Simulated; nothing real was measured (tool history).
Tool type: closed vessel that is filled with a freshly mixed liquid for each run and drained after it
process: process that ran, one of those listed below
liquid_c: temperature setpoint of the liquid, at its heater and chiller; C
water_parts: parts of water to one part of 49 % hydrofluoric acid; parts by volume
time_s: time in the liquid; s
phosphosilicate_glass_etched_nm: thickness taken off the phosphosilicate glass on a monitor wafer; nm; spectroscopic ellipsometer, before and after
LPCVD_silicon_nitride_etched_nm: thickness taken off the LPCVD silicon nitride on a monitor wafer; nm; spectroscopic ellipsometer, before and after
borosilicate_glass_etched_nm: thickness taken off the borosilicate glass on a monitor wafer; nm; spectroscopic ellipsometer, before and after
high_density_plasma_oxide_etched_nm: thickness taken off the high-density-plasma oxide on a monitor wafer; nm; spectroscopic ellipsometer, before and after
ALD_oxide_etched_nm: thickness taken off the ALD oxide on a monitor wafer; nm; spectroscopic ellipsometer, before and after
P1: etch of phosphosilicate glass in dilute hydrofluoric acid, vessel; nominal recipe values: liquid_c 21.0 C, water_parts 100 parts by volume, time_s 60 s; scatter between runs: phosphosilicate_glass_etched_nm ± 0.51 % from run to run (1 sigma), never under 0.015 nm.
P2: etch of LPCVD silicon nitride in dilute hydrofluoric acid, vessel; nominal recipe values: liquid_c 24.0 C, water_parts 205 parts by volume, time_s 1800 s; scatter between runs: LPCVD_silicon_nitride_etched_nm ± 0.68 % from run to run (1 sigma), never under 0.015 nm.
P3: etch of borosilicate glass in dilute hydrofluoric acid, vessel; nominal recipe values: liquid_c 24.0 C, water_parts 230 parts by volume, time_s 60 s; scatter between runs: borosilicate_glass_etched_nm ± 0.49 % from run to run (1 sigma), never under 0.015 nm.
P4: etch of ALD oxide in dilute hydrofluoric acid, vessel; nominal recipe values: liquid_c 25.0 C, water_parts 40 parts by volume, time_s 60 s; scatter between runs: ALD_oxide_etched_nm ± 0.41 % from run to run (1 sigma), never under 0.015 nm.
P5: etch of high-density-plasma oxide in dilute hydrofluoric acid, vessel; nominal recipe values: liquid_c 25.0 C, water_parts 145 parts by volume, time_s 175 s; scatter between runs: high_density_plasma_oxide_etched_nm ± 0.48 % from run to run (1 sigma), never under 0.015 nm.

run,day,process,liquid_c,water_parts,time_s,hours since the thermometer was replaced,hours since the hydrofluoric acid flow meter was replaced,phosphosilicate_glass_etched_nm,LPCVD_silicon_nitride_etched_nm,borosilicate_glass_etched_nm,high_density_plasma_oxide_etched_nm,ALD_oxide_etched_nm
1,0.162,P1,21.0,100,60,1202.9,718.4,103.320,,,,
2,0.383,P1,21.0,100,60,1208.2,723.7,102.530,,,,
3,0.629,P2,24.0,205,575,1214.1,729.6,,1.4248,,,
4,0.946,P2,24.0,205,1800,1221.7,737.2,,4.4002,,,
5,1.238,P1,28.5,100,60,1228.7,744.2,137.570,,,,
6,1.525,P1,21.0,25,60,1235.6,751.1,453.230,,,,
7,1.667,P3,24.0,230,60,1239.0,754.5,,,6.7566,,
8,1.946,P5,25.0,145,305,1245.7,761.2,,,,18.0250,
9,2.225,P3,31.0,230,60,1252.4,767.9,,,8.5421,,
10,2.412,P1,21.0,100,30,1256.9,772.4,51.577,,,,
11,2.725,P1,21.0,100,105,1264.4,779.9,181.740,,,,
12,2.971,P1,21.0,100,60,1270.3,785.8,102.660,,,,
13,3.229,P5,25.0,145,175,1276.5,792.0,,,,10.2920,
14,3.408,P1,21.0,100,60,1280.8,796.3,103.530,,,,
15,3.583,P4,25.0,40,60,1285.0,800.5,,,,,32.231
16,3.804,P4,33.0,40,60,1290.3,805.8,,,,,44.164
17,3.971,P4,25.0,65,60,1294.3,809.8,,,,,19.148
18,4.192,P1,21.0,180,60,1299.6,815.1,52.622,,,,
19,4.492,P2,24.0,80,1800,1306.8,822.3,,11.0370,,,
20,4.783,P3,24.0,70,60,1313.8,829.3,,,26.5480,,
21,4.958,P1,21.0,100,60,1318.0,833.5,103.900,,,,
22,5.162,P2,17.0,205,1800,1322.9,838.4,,2.7560,,,
23,5.346,P1,17.0,100,60,1327.3,842.8,87.391,,,,
24,5.496,P1,21.0,100,60,1330.9,846.4,103.060,,,,
25,5.729,P5,25.0,55,175,1336.5,852.0,,,,30.5620,
26,5.883,P4,25.0,40,95,1340.2,855.7,,,,,50.854
27,6.200,P1,24.5,25,60,1347.8,863.3,527.890,,,,
# day 6.246: thermometer replaced
28,6.433,P3,24.0,230,30,4.5,868.9,,,3.3746,,
29,6.596,P4,25.0,40,60,8.4,872.8,,,,,32.089
30,6.775,P2,24.0,205,1800,12.7,877.1,,4.3442,,,
31,6.954,P1,17.0,45,60,17.0,881.4,206.220,,,,
32,7.196,P5,17.0,145,175,22.8,887.2,,,,7.5159,
33,7.412,P1,21.0,100,60,28.0,892.4,103.540,,,,
34,7.654,P1,21.0,100,60,33.8,898.2,106.930,,,,
35,7.954,P1,21.0,100,60,41.0,905.4,108.580,,,,
36,8.283,P1,21.0,100,60,48.9,913.3,109.280,,,,
37,8.496,P1,21.0,100,60,54.0,918.4,109.880,,,,
38,8.650,P1,21.0,100,60,57.7,922.1,110.440,,,,
39,8.867,P1,21.0,100,60,62.9,927.3,110.350,,,,
40,9.046,P1,21.0,100,60,67.2,931.6,110.650,,,,
41,9.196,P1,21.0,100,60,70.8,935.2,111.090,,,,
42,9.417,P1,21.0,100,60,76.1,940.5,110.800,,,,
43,9.575,P1,21.0,100,60,79.9,944.3,110.950,,,,

Compared with where it was, what P1 gives has crept away. Each cause listed below fits the log as well as the rest, at the size given for it:
A: liquid hotter than its thermometer reads (K) = 1.73
B: hydrofluoric acid flow above the setpoint (%) = 6.48
The creep began at about day 7.412.

The 4 check runs listed below each average the results of 3 wafers, and their outcomes are marked with question marks. Under which run would the listed causes produce clearly different results?
check 1,9.733,P5,25.0,85,305,,,,,,?,
check 2,9.733,P3,28.5,85,60,,,,,?,,
check 3,9.733,P2,18.0,205,730,,,,?,,,
check 4,9.733,P4,25.0,55,60,,,,,,,?

What every check run would give for each of its results, assuming each possible cause in turn:
check,result,if A,if B
check 1,high_density_plasma_oxide_etched_nm,35.4290,35.4740
check 2,borosilicate_glass_etched_nm,27.5280,27.6360
check 3,LPCVD_silicon_nitride_etched_nm,1.3453,1.2745
check 4,ALD_oxide_etched_nm,24.565,24.504
Minimum pairwise separation of causes per check, each pair taken at its best-separating result: check 1 0.13 %; check 2 0.39 %; check 3 5.41 %; check 4 0.25 %
Only in check 3 would the causes give clearly different results; in the remaining checks their results would be nearly the same.

With check 3 done, the readings were: LPCVD_silicon_nitride_etched_nm 1.2661 nm. Identify which of the listed causes applies.

B is the cause: hydrofluoric acid flow above the setpoint (%).
